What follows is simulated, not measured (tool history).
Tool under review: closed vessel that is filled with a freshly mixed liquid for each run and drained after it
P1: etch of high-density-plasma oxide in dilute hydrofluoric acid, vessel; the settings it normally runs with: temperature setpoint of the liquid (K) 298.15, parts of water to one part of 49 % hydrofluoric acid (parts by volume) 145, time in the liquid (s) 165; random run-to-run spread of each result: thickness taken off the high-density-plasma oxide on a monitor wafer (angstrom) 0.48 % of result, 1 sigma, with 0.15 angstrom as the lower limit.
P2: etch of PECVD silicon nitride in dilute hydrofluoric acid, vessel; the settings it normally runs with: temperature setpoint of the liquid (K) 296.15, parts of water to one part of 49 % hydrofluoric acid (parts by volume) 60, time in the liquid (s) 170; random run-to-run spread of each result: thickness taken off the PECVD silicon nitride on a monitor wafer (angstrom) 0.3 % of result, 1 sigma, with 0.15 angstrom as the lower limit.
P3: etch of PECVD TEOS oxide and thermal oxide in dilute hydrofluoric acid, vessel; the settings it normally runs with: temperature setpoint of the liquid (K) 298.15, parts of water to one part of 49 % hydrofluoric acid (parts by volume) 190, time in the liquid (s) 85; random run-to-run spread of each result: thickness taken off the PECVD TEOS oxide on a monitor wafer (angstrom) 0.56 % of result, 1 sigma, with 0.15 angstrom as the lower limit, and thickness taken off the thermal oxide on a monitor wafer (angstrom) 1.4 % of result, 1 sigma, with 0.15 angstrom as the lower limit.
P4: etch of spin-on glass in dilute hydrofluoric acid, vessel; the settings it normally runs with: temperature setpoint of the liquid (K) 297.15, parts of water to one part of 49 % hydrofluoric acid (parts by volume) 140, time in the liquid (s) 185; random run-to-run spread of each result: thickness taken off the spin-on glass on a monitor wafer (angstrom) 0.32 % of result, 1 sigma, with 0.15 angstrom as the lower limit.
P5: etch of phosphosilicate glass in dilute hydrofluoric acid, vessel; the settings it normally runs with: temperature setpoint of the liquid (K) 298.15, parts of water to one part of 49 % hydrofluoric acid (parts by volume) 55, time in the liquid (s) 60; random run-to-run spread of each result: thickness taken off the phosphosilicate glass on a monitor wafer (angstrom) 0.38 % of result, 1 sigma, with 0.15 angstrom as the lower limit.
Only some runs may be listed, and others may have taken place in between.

run	hour	process that ran	temperature setpoint of the liquid (K)	parts of water to one part of 49 % hydrofluoric acid (parts by volume)	time in the liquid (s)	hours since the thermometer was replaced	hours since the hydrofluoric acid flow meter was replaced	thickness taken off the high-density-plasma oxide on a monitor wafer (angstrom)	thickness taken off the phosphosilicate glass on a monitor wafer (angstrom)	thickness taken off the PECVD silicon nitride on a monitor wafer (angstrom)	thickness taken off the PECVD TEOS oxide on a monitor wafer (angstrom)	thickness taken off the thermal oxide on a monitor wafer (angstrom)	thickness taken off the spin-on glass on a monitor wafer (angstrom)
1	9.9	P1	298.15	145	165	677.2	584.5	75.606					
2	16.9	P1	306.15	55	165	684.2	591.5	307.47					
3	24.8	P1	298.15	145	165	692.1	599.4	75.741					
4	33	P5	298.15	95	60	700.3	607.6		546.71				
5	42.8	P1	298.15	145	165	710.1	617.4	76.193					
6	53.1	P5	298.15	55	115	720.4	627.7		1903.2				
# hour 55.5: hydrofluoric acid flow meter replaced
7	61.6	P2	290.65	60	170	728.9	6.2			60.236			
8	73.8	P1	298.15	145	165	741.1	18.4	75.475					
9	81.5	P1	298.15	240	165	748.8	26.1	41.149					
10	90	P3	298.15	190	85	757.3	34.6				71.532	18.899	
11	101.1	P5	298.15	55	60	768.4	45.7		995.75				
12	110.4	P4	291.15	140	185	777.7	55						398.06
13	119.4	P2	296.15	60	170	786.7	64			88.252			
14	127.2	P4	297.15	140	185	794.5	71.8						503.16
15	136.3	P1	298.15	145	260	803.6	80.9	119.63					
16	145.3	P1	305.15	145	250	812.6	89.9	148.08					
17	154.7	P5	304.15	55	60	822	99.3		1272.7				
18	160.8	P4	297.15	140	105	828.1	105.4						285.97
19	169.9	P3	298.15	190	85	837.2	114.5				71.591	18.731	
20	176	P2	296.15	85	170	843.3	120.6			62.454			
21	182.3	P3	305.65	190	85	849.6	126.9				92.975	24.438	
22	191.6	P4	297.15	35	185	858.9	136.2						2292.9
23	202.7	P1	305.15	145	165	870	147.3	98.33					
24	211	P3	298.15	190	30	878.3	155.6				25.366	6.7837	
25	222.5	P1	298.15	85	165	889.8	167.1	139.25					
26	228.4	P1	291.15	145	165	895.7	173	56.773					
27	234.7	P5	298.15	55	60	902	179.3		991.72				
28	240.9	P1	298.15	145	30	908.2	185.5	13.841					
29	250.8	P3	298.15	45	85	918.1	195.4				361.22	95.759	
30	260.9	P2	296.15	60	275	928.2	205.5			142.17			
31	270.1	P1	298.15	145	165	937.4	214.7	75.592					
32	278.9	P1	298.15	145	165	946.2	223.5	73.722					
33	287.3	P1	298.15	145	165	954.6	231.9	72.098					
34	299.7	P1	298.15	145	165	967	244.3	71.208					
35	305.6	P1	298.15	145	165	972.9	250.2	71.539					
36	313.3	P1	298.15	145	165	980.6	257.9	71.593					
37	320.2	P1	298.15	145	165	987.5	264.8	70.58					
38	329.9	P1	298.15	145	165	997.2	274.5	70.681					

P1 no longer gives what it gave before; its output has crept away from where it was. The following 2 causes, each at its listed size, fit the log equally well:
A: liquid colder than its thermometer reads (K) = 1.64
B: hydrofluoric acid flow below the setpoint (%) = 5.18
The gradual shift began around hour 270.1.

Which of the 4 check runs listed below separates the causes, so that each cause would produce a clearly different result? Each run uses one wafer, and its results are marked with question marks.
check 1	339.6	P2	291.15	60	255					?			
check 2	339.6	P4	297.15	80	185								?
check 3	339.6	P5	302.15	55	115				?				
check 4	339.6	P3	304.15	190	85						?	?	

Predicted outcomes, by check and by cause:
check	result	if A	if B
check 1	thickness taken off the PECVD silicon nitride on a monitor wafer (angstrom)	83.312	88.839
check 2	thickness taken off the spin-on glass on a monitor wafer (angstrom)	885.82	892.67
check 3	thickness taken off the phosphosilicate glass on a monitor wafer (angstrom)	2100.3	2115.9
check 4	thickness taken off the PECVD TEOS oxide on a monitor wafer (angstrom)	83.925	83.15
check 4	thickness taken off the thermal oxide on a monitor wafer (angstrom)	22.298	22.092
How far apart the two closest causes lie, in the result that separates them most: check 1 6.42 %; check 2 0.77 %; check 3 0.74 %; check 4 0.93 %
The other checks would show nearly matching results whichever cause is true, so check 1 is the only one that separates the causes.

Check 1 was carried out, with these results: thickness taken off the PECVD silicon nitride on a monitor wafer (angstrom) 83.16. Which of the listed causes is responsible?

The correct cause is A, namely: liquid colder than its thermometer reads (K).

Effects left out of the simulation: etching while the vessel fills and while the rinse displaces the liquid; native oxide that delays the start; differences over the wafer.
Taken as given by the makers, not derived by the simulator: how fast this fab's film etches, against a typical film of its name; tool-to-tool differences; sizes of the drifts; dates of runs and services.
